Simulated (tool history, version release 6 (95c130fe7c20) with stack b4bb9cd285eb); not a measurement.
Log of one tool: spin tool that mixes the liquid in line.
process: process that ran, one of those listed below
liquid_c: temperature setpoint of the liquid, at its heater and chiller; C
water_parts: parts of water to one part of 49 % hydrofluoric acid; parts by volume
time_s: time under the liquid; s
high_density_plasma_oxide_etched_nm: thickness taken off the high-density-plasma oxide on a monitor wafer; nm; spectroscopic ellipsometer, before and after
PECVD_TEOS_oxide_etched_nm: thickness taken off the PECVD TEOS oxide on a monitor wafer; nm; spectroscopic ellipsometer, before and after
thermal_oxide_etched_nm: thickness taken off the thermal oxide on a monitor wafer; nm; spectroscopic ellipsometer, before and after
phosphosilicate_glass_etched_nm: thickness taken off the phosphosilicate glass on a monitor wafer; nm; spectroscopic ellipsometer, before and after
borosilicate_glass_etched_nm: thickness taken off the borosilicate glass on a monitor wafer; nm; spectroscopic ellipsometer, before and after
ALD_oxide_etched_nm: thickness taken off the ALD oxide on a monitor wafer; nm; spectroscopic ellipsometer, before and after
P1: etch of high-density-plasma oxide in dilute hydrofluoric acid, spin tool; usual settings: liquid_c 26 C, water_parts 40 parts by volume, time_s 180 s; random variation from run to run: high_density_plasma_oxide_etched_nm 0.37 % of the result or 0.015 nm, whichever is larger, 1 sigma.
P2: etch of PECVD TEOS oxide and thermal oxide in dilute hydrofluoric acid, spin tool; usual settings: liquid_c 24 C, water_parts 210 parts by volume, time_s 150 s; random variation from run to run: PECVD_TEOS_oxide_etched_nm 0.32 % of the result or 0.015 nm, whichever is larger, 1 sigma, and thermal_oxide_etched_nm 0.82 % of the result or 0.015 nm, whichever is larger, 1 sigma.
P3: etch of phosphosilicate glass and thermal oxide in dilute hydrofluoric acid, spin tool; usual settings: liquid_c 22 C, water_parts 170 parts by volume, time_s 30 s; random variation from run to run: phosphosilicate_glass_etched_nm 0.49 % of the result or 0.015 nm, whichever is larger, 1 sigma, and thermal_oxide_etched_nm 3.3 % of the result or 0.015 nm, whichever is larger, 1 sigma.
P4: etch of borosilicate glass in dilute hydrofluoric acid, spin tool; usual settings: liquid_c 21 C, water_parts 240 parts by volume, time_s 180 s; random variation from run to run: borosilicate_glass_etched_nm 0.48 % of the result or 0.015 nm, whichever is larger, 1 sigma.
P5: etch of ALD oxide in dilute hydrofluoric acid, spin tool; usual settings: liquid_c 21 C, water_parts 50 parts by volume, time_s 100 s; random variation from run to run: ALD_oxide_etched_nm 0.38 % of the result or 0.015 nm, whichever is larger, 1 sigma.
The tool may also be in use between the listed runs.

run,hour,process,liquid_c,water_parts,time_s,hours since the thermometer was replaced,hours since the hydrofluoric acid flow meter was replaced,high_density_plasma_oxide_etched_nm,PECVD_TEOS_oxide_etched_nm,thermal_oxide_etched_nm,phosphosilicate_glass_etched_nm,borosilicate_glass_etched_nm,ALD_oxide_etched_nm
1,13.3,P1,26,40,180,911.7,680.3,39.869,,,,,
2,25.3,P1,26,40,90,923.7,692.3,20.078,,,,,
3,44.1,P2,30.5,210,150,942.5,711.1,,8.7021,3.7886,,,
4,56,P3,17,170,30,954.4,723,,,0.57879,11.481,,
5,69.5,P2,24,210,150,967.9,736.5,,6.9141,3.0227,,,
6,79.5,P4,21,425,180,977.9,746.5,,,,,5.5237,
7,96.1,P5,29.5,50,100,994.5,763.1,,,,,,39.364
8,110.5,P2,24,210,290,1008.9,777.5,,13.434,5.7887,,,
9,126.8,P1,21.5,40,180,1025.2,793.8,33.144,,,,,
10,140.7,P1,26,40,270,1039.1,807.7,60.243,,,,,
11,153.5,P5,21,70,100,1051.9,820.5,,,,,,19.419
12,164.2,P1,26,25,180,1062.6,831.2,65.168,,,,,
13,181.5,P1,26,55,50,1079.9,848.5,7.8404,,,,,
14,197.8,P1,26,40,180,1096.2,864.8,39.962,,,,,
15,207.9,P3,22,105,30,1106.3,874.9,,,1.1512,24.428,,
16,226.7,P3,22,170,15,1125.1,893.7,,,0.38192,7.002,,
17,235.4,P1,31.5,40,180,1133.8,902.4,49.673,,,,,
18,247,P1,26,40,180,1145.4,914,39.88,,,,,
19,264.1,P2,24,75,150,1162.5,931.1,,22.775,9.8564,,,
20,273.8,P5,21,50,100,1172.2,940.8,,,,,,27.825
21,286.2,P5,21,50,15,1184.6,953.2,,,,,,4.1906

Forecast run 22:
22,300.3,P1,26,60,180,1198.7,967.3,?,,,,,

high_density_plasma_oxide_etched_nm: 25.953 nm
